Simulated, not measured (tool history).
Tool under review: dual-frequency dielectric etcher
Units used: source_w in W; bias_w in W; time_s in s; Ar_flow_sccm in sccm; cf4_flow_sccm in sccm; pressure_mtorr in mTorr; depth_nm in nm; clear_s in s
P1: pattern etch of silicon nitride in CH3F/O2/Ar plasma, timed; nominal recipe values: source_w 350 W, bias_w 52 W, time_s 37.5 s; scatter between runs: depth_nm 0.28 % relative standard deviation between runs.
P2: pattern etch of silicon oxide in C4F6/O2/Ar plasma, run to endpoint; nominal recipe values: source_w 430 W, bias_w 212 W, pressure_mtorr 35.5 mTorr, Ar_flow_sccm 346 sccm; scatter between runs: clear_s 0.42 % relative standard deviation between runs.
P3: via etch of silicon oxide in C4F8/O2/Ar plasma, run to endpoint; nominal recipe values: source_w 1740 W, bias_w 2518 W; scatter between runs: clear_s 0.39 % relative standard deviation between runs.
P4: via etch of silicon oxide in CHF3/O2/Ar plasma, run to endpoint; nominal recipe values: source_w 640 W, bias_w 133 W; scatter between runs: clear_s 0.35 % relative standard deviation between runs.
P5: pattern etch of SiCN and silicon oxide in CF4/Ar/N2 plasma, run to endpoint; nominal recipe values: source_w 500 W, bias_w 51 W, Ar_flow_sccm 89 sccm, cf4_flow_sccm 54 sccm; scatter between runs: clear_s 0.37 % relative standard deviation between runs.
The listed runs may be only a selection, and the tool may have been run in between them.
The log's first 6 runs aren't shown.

run,hour,process,source_w,bias_w,time_s,Ar_flow_sccm,cf4_flow_sccm,pressure_mtorr,hours since the last wet clean,hours since the last source power generator calibration,hours since the last bias power generator calibration,depth_nm,clear_s
# hour 71.9: source power generator calibrated
7,81.9,P2,430,212,,346,,35.5,444.0,10.1,643.6,,10.1250
8,96.9,P1,350,52,37.5,,,,459.0,25.1,658.6,22.941,
9,114.2,P1,350,52,37.5,,,,476.3,42.4,675.9,22.983,
10,131.5,P2,280,212,,346,,35.5,493.6,59.7,693.2,,11.8950
11,139.4,P4,640,98,,,,,501.5,67.6,701.1,,289.0500
12,150.3,P1,350,43,37.5,,,,512.4,78.5,712.0,21.551,
13,167.6,P3,1740,2518,,,,,529.7,95.8,729.3,,328.4600
14,176.9,P2,430,212,,249,,35.5,539.0,105.1,738.6,,9.7414
15,189.6,P5,500,51,,56,54,,551.7,117.8,751.3,,10.1770
16,199.4,P1,350,52,37.5,,,,561.5,127.6,761.1,22.990,
17,213.9,P1,350,52,37.5,,,,576.0,142.1,775.6,22.961,
18,224.0,P3,2260,2518,,,,,586.1,152.2,785.7,,298.0600
19,233.6,P1,350,52,54.0,,,,595.7,161.8,795.3,33.127,
20,244.2,P4,640,133,,,,,606.3,172.4,805.9,,263.7300
# hour 251.2: wet clean of the chamber
21,257.8,P1,350,71,37.5,,,,6.6,186.0,819.5,25.400,
22,274.3,P2,430,212,,346,,47.0,23.1,202.5,836.0,,10.3960
23,291.0,P5,500,38,,89,54,,39.8,219.2,852.7,,12.0810
24,301.4,P4,880,133,,,,,50.2,229.6,863.1,,232.2400
25,313.5,P3,1740,2518,,,,,62.3,241.7,875.2,,328.5400
26,325.7,P3,1740,3222,,,,,74.5,253.9,887.4,,303.7500
27,335.0,P1,350,52,24.0,,,,83.8,263.2,896.7,14.664,

Predict the results of run 28:
28,349.3,P2,430,212,,346,,35.5,98.1,277.5,911.0,,?

{"run 28": {"clear_s": 10.093}}

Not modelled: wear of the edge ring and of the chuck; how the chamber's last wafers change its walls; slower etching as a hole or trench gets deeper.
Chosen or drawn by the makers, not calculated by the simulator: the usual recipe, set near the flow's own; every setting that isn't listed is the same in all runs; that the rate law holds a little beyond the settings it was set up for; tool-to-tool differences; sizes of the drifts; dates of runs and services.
